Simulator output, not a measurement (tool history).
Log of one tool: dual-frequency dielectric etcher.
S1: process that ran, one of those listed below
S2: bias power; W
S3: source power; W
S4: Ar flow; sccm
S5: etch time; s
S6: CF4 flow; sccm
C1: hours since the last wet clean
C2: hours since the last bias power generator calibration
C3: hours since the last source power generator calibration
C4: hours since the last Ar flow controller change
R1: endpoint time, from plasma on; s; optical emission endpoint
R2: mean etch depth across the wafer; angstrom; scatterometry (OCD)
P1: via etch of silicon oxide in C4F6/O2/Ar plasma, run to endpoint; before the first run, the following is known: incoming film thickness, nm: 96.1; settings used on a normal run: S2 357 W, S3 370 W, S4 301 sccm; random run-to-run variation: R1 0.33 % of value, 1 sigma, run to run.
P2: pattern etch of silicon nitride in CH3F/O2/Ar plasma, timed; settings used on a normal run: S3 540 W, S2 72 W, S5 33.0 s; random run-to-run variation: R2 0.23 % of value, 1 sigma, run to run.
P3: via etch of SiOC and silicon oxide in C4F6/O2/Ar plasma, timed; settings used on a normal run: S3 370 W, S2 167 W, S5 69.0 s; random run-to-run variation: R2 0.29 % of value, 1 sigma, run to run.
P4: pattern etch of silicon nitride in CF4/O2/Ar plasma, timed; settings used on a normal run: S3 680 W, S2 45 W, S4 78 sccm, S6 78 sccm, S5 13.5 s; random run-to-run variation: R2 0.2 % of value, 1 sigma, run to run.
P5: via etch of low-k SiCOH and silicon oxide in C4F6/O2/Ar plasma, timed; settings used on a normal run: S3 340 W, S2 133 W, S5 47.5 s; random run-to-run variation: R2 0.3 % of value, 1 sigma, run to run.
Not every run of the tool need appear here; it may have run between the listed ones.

run 1 day=0.362 | S1=P1 S2=357 S3=370 S4=301 | C1=145.6 C2=1318.4 C3=2763.9 C4=1407.1 | R1=23.658
run 2 day=0.721 | S1=P3 S2=219 S3=370 S5=69.0 | C1=154.2 C2=1327.0 C3=2772.5 C4=1415.7 | R2=816.24
run 3 day=1.450 | S1=P1 S2=357 S3=230 S4=301 | C1=171.7 C2=1344.5 C3=2790.0 C4=1433.2 | R1=28.304
run 4 day=1.933 | S1=P4 S2=45 S3=680 S4=78 S5=8.0 S6=78 | C1=183.3 C2=1356.1 C3=2801.6 C4=1444.8 | R2=199.77
run 5 day=2.571 | S1=P1 S2=227 S3=460 S4=301 | C1=198.6 C2=1371.4 C3=2816.9 C4=1460.1 | R1=25.328
run 6 day=3.367 | S1=P4 S2=45 S3=450 S4=78 S5=13.5 S6=78 | C1=217.7 C2=1390.5 C3=2836.0 C4=1479.2 | R2=235.52
run 7 day=3.858 | S1=P4 S2=45 S3=680 S4=48 S5=13.5 S6=78 | C1=229.5 C2=1402.3 C3=2847.8 C4=1491.0 | R2=356.73
run 8 day=4.417 | S1=P2 S2=72 S3=330 S5=33.0 | C1=242.9 C2=1415.7 C3=2861.2 C4=1504.4 | R2=218.92
run 9 day=4.912 | S1=P5 S2=133 S3=340 S5=33.5 | C1=254.8 C2=1427.6 C3=2873.1 C4=1516.3 | R2=728.03
run 10 day=5.462 | S1=P1 S2=357 S3=460 S4=301 | C1=268.0 C2=1440.8 C3=2886.3 C4=1529.5 | R1=21.933
run 11 day=6.100 | S1=P5 S2=97 S3=340 S5=47.5 | C1=283.3 C2=1456.1 C3=2901.6 C4=1544.8 | R2=942.13
run 12 day=6.842 | S1=P1 S2=357 S3=370 S4=301 | C1=301.1 C2=1473.9 C3=2919.4 C4=1562.6 | R1=23.710
run 13 day=7.262 | S1=P2 S2=92 S3=540 S5=33.0 | C1=311.2 C2=1484.0 C3=2929.5 C4=1572.7 | R2=286.59
run 14 day=7.775 | S1=P3 S2=167 S3=370 S5=47.5 | C1=323.5 C2=1496.3 C3=2941.8 C4=1585.0 | R2=516.94
run 15 day=8.533 | S1=P1 S2=357 S3=370 S4=175 | C1=341.7 C2=1514.5 C3=2960.0 C4=1603.2 | R1=22.145
run 16 day=8.900 | S1=P3 S2=167 S3=370 S5=69.0 | C1=350.5 C2=1523.3 C3=2968.8 C4=1612.0 | R2=748.57
run 17 day=9.533 | S1=P2 S2=72 S3=540 S5=33.0 | C1=365.7 C2=1538.5 C3=2984.0 C4=1627.2 | R2=264.22
run 18 day=10.054 | S1=P4 S2=45 S3=680 S4=78 S5=13.5 S6=48 | C1=378.2 C2=1551.0 C3=2996.5 C4=1639.7 | R2=314.66
run 19 day=10.517 | S1=P1 S2=357 S3=370 S4=369 | C1=389.3 C2=1562.1 C3=3007.6 C4=1650.8 | R1=24.279
run 20 day=10.938 | S1=P1 S2=357 S3=370 S4=301 | C1=399.4 C2=1572.2 C3=3017.7 C4=1660.9 | R1=23.810

Predict the results of run 21:
run 21 day=11.342 | S1=P4 S2=45 S3=680 S4=78 S5=13.5 S6=78 | C1=409.1 C2=1581.9 C3=3027.4 C4=1670.6 | R2=?

R2: 338.03 angstrom
